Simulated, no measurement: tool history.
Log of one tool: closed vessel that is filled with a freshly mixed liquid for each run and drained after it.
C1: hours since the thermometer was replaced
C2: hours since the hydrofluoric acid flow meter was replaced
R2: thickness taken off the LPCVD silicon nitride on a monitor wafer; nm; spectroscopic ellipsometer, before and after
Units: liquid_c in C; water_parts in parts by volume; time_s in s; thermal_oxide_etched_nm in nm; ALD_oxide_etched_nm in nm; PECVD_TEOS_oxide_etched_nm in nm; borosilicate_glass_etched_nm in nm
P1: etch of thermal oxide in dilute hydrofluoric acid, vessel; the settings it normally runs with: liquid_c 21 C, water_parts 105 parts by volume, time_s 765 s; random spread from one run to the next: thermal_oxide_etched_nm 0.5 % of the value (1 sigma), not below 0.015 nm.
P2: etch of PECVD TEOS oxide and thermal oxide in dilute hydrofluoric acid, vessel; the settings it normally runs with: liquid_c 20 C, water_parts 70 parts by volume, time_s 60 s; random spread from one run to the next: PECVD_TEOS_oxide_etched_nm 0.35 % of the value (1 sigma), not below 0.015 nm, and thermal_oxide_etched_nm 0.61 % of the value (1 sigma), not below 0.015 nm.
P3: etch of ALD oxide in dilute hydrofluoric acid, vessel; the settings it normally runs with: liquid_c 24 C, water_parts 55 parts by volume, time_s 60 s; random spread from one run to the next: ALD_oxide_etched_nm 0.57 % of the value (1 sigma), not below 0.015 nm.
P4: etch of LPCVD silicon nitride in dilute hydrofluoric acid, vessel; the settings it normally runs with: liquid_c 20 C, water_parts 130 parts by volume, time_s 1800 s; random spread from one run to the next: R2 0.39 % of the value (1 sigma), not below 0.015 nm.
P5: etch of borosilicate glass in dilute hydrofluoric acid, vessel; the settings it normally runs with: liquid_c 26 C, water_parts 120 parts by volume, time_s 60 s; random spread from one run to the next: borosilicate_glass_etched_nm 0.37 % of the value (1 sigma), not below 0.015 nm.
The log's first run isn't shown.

run 2 hour=24.3 | process=P4 liquid_c=20 water_parts=130 time_s=245 | C1=330.9 C2=365.7 | R2=0.71505
run 3 hour=35 | process=P1 liquid_c=17 water_parts=105 time_s=765 | C1=341.6 C2=376.4 | thermal_oxide_etched_nm=24.415
run 4 hour=50.1 | process=P1 liquid_c=21 water_parts=105 time_s=765 | C1=356.7 C2=391.5 | thermal_oxide_etched_nm=28.856
run 5 hour=67.8 | process=P3 liquid_c=24 water_parts=55 time_s=60 | C1=374.4 C2=409.2 | ALD_oxide_etched_nm=32.898
run 6 hour=75.9 | process=P2 liquid_c=20 water_parts=70 time_s=60 | C1=382.5 C2=417.3 | thermal_oxide_etched_nm=3.4668 PECVD_TEOS_oxide_etched_nm=20.586
run 7 hour=88.6 | process=P2 liquid_c=20 water_parts=40 time_s=60 | C1=395.2 C2=430 | thermal_oxide_etched_nm=6.2342 PECVD_TEOS_oxide_etched_nm=37.622
run 8 hour=105.2 | process=P1 liquid_c=21 water_parts=105 time_s=765 | C1=411.8 C2=446.6 | thermal_oxide_etched_nm=28.717
run 9 hour=117 | process=P4 liquid_c=20 water_parts=130 time_s=1800 | C1=423.6 C2=458.4 | R2=5.0925
run 10 hour=127.9 | process=P3 liquid_c=17 water_parts=55 time_s=60 | C1=434.5 C2=469.3 | ALD_oxide_etched_nm=24.623
run 11 hour=137.9 | process=P5 liquid_c=26 water_parts=120 time_s=60 | C1=444.5 C2=479.3 | borosilicate_glass_etched_nm=10.923
run 12 hour=149.5 | process=P5 liquid_c=26 water_parts=30 time_s=60 | C1=456.1 C2=490.9 | borosilicate_glass_etched_nm=48.915
run 13 hour=167.5 | process=P1 liquid_c=21 water_parts=105 time_s=1535 | C1=474.1 C2=508.9 | thermal_oxide_etched_nm=57.686
run 14 hour=185.5 | process=P1 liquid_c=21 water_parts=60 time_s=765 | C1=492.1 C2=526.9 | thermal_oxide_etched_nm=53.194
run 15 hour=196.6 | process=P2 liquid_c=17 water_parts=70 time_s=60 | C1=503.2 C2=538 | thermal_oxide_etched_nm=3.031 PECVD_TEOS_oxide_etched_nm=18.161
run 16 hour=208.1 | process=P3 liquid_c=24 water_parts=55 time_s=60 | C1=514.7 C2=549.5 | ALD_oxide_etched_nm=33.073
run 17 hour=220.9 | process=P4 liquid_c=23.5 water_parts=130 time_s=1800 | C1=527.5 C2=562.3 | R2=6.5115
run 18 hour=239 | process=P1 liquid_c=25.5 water_parts=105 time_s=765 | C1=545.6 C2=580.4 | thermal_oxide_etched_nm=34.124
run 19 hour=247.7 | process=P1 liquid_c=21 water_parts=105 time_s=765 | C1=554.3 C2=589.1 | thermal_oxide_etched_nm=28.835
run 20 hour=262.7 | process=P5 liquid_c=33 water_parts=120 time_s=60 | C1=569.3 C2=604.1 | borosilicate_glass_etched_nm=14.195
run 21 hour=276.5 | process=P1 liquid_c=21 water_parts=185 time_s=765 | C1=583.1 C2=617.9 | thermal_oxide_etched_nm=14.976

Expected results for the next run?
run 22 hour=294 | process=P3 liquid_c=24 water_parts=80 time_s=60 | C1=600.6 C2=635.4 | ALD_oxide_etched_nm=?

Run 22 yielded ALD_oxide_etched_nm 21.872 nm.

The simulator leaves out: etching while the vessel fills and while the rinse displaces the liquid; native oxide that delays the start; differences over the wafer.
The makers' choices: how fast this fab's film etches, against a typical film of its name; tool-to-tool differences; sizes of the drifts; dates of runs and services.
